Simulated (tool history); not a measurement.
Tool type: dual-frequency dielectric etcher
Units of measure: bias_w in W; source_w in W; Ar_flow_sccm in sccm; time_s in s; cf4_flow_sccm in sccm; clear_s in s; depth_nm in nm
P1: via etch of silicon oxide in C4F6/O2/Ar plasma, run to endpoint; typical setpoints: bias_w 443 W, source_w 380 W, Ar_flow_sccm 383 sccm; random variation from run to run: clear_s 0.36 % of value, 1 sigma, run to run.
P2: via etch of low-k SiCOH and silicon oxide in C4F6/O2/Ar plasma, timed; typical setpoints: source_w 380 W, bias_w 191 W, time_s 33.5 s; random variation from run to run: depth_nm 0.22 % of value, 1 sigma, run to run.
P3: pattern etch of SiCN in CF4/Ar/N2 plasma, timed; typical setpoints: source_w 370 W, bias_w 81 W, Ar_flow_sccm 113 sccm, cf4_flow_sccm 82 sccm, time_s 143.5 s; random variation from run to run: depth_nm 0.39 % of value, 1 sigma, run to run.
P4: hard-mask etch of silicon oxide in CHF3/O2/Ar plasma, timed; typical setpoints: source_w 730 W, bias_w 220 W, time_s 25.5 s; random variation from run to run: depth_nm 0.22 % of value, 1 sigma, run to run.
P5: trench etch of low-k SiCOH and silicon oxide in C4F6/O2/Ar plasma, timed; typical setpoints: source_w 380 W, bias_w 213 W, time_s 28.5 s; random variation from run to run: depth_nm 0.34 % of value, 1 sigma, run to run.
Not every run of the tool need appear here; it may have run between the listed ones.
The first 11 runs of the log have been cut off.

run,hour,process,bias_w,source_w,Ar_flow_sccm,time_s,cf4_flow_sccm,hours since the last wet clean,hours since the last bias power generator calibration,hours since the last source power generator calibration,hours since the last Ar flow controller change,clear_s,depth_nm
# hour 80.3: wet clean of the chamber
12,81.3,P5,159,380,,28.5,,1.0,1096.2,514.3,2055.4,,83.606
13,86.8,P4,220,730,,34.0,,6.5,1101.7,519.8,2060.9,,74.632
14,93.6,P3,81,370,113,201.0,82,13.3,1108.5,526.6,2067.7,,149.030
15,101.3,P5,213,260,,28.5,,21.0,1116.2,534.3,2075.4,,78.721
16,107.9,P5,213,380,,28.5,,27.6,1122.8,540.9,2082.0,,91.210
17,115.8,P5,213,380,,39.5,,35.5,1130.7,548.8,2089.9,,126.520
18,120.6,P1,443,380,383,,,40.3,1135.5,553.6,2094.7,24.380,
19,126.9,P3,114,370,113,143.5,82,46.6,1141.8,559.9,2101.0,,121.950

Run 20, settings as shown, results not yet in. Your forecast:
20,133.1,P4,220,1020,,25.5,,52.8,1148.0,566.1,2107.2,,?

{"run 20": {"depth_nm": 63.847}}
